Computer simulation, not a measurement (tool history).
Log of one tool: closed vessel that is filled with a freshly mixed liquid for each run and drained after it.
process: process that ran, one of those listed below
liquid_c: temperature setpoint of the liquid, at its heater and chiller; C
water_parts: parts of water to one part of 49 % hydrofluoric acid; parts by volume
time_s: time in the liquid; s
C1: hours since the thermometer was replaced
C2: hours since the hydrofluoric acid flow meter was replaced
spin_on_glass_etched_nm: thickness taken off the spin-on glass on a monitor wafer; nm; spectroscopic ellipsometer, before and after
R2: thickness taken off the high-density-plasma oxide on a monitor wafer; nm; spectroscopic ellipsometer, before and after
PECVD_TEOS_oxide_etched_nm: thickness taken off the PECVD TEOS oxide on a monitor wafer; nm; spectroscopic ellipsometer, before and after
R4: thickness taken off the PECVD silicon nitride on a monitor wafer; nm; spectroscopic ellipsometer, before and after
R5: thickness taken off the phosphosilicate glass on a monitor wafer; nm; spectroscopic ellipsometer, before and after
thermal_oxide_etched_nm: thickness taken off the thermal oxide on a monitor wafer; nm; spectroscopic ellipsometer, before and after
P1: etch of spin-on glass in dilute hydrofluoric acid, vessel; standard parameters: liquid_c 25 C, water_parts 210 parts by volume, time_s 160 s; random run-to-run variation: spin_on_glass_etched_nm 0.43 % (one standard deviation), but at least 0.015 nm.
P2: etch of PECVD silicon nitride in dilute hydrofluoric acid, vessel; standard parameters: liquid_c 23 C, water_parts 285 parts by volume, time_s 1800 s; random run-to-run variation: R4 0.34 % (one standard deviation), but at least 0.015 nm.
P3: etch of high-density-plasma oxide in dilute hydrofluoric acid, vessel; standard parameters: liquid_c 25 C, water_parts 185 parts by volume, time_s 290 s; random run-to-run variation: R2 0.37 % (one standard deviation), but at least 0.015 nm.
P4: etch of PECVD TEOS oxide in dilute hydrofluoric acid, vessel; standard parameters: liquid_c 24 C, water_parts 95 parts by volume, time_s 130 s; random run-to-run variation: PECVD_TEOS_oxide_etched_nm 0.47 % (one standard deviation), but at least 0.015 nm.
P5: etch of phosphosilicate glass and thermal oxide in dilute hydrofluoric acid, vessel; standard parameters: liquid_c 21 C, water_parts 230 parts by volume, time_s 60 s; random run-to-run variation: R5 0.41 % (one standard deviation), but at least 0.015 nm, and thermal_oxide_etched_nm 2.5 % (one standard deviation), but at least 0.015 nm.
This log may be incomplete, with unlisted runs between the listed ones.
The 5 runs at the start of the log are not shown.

{"run": 6, "hour": 26.1, "process": "P1", "liquid_c": 31, "water_parts": 210, "time_s": 160, "C1": 441, "C2": 1107.2, "spin_on_glass_etched_nm": 40.373}
{"run": 7, "hour": 30.8, "process": "P1", "liquid_c": 25, "water_parts": 210, "time_s": 160, "C1": 445.7, "C2": 1111.9, "spin_on_glass_etched_nm": 32.429}
{"run": 8, "hour": 36.1, "process": "P1", "liquid_c": 18.5, "water_parts": 80, "time_s": 160, "C1": 451, "C2": 1117.2, "spin_on_glass_etched_nm": 76.801}
{"run": 9, "hour": 40.9, "process": "P3", "liquid_c": 25, "water_parts": 185, "time_s": 30, "C1": 455.8, "C2": 1122, "R2": 0.75401}
{"run": 10, "hour": 44.5, "process": "P1", "liquid_c": 25, "water_parts": 210, "time_s": 310, "C1": 459.4, "C2": 1125.6, "spin_on_glass_etched_nm": 63.041}
{"run": 11, "hour": 49.3, "process": "P4", "liquid_c": 24, "water_parts": 95, "time_s": 130, "C1": 464.2, "C2": 1130.4, "PECVD_TEOS_oxide_etched_nm": 28.392}
{"run": 12, "hour": 55.0, "process": "P2", "liquid_c": 23, "water_parts": 285, "time_s": 1800, "C1": 469.9, "C2": 1136.1, "R4": 33.763}
{"run": 13, "hour": 60.7, "process": "P1", "liquid_c": 25, "water_parts": 210, "time_s": 30, "C1": 475.6, "C2": 1141.8, "spin_on_glass_etched_nm": 6.0973}
{"run": 14, "hour": 65.1, "process": "P5", "liquid_c": 21, "water_parts": 365, "time_s": 60, "C1": 480, "C2": 1146.2, "R5": 22.637, "thermal_oxide_etched_nm": 0.54806}
{"run": 15, "hour": 68.7, "process": "P2", "liquid_c": 23, "water_parts": 170, "time_s": 1800, "C1": 483.6, "C2": 1149.8, "R4": 56.078}
{"run": 16, "hour": 74.8, "process": "P3", "liquid_c": 25, "water_parts": 335, "time_s": 290, "C1": 489.7, "C2": 1155.9, "R2": 3.5251}
{"run": 17, "hour": 81.5, "process": "P1", "liquid_c": 25, "water_parts": 105, "time_s": 160, "C1": 496.4, "C2": 1162.6, "spin_on_glass_etched_nm": 73.112}
{"run": 18, "hour": 86.6, "process": "P1", "liquid_c": 25, "water_parts": 210, "time_s": 160, "C1": 501.5, "C2": 1167.7, "spin_on_glass_etched_nm": 32.518}
{"run": 19, "hour": 91.5, "process": "P3", "liquid_c": 25, "water_parts": 185, "time_s": 290, "C1": 506.4, "C2": 1172.6, "R2": 7.4139}
{"run": 20, "hour": 95.9, "process": "P1", "liquid_c": 25, "water_parts": 210, "time_s": 160, "C1": 510.8, "C2": 1177, "spin_on_glass_etched_nm": 32.527}
{"run": 21, "hour": 102.2, "process": "P5", "liquid_c": 21, "water_parts": 230, "time_s": 60, "C1": 517.1, "C2": 1183.3, "R5": 40.725, "thermal_oxide_etched_nm": 0.91014}
{"run": 22, "hour": 106.2, "process": "P1", "liquid_c": 19, "water_parts": 210, "time_s": 160, "C1": 521.1, "C2": 1187.3, "spin_on_glass_etched_nm": 26.066}
{"run": 23, "hour": 110.1, "process": "P2", "liquid_c": 23, "water_parts": 285, "time_s": 1800, "C1": 525, "C2": 1191.2, "R4": 33.832}
{"run": 24, "hour": 117.2, "process": "P2", "liquid_c": 23, "water_parts": 285, "time_s": 410, "C1": 532.1, "C2": 1198.3, "R4": 7.6996}
{"run": 25, "hour": 122.3, "process": "P2", "liquid_c": 17, "water_parts": 285, "time_s": 1800, "C1": 537.2, "C2": 1203.4, "R4": 22.871}

For run 26, what comes out?
{"run": 26, "hour": 127.8, "process": "P4", "liquid_c": 24, "water_parts": 20, "time_s": 130, "C1": 542.7, "C2": 1208.9, "PECVD_TEOS_oxide_etched_nm": "?"}

For run 26 the tool returned PECVD_TEOS_oxide_etched_nm 148.52 nm.
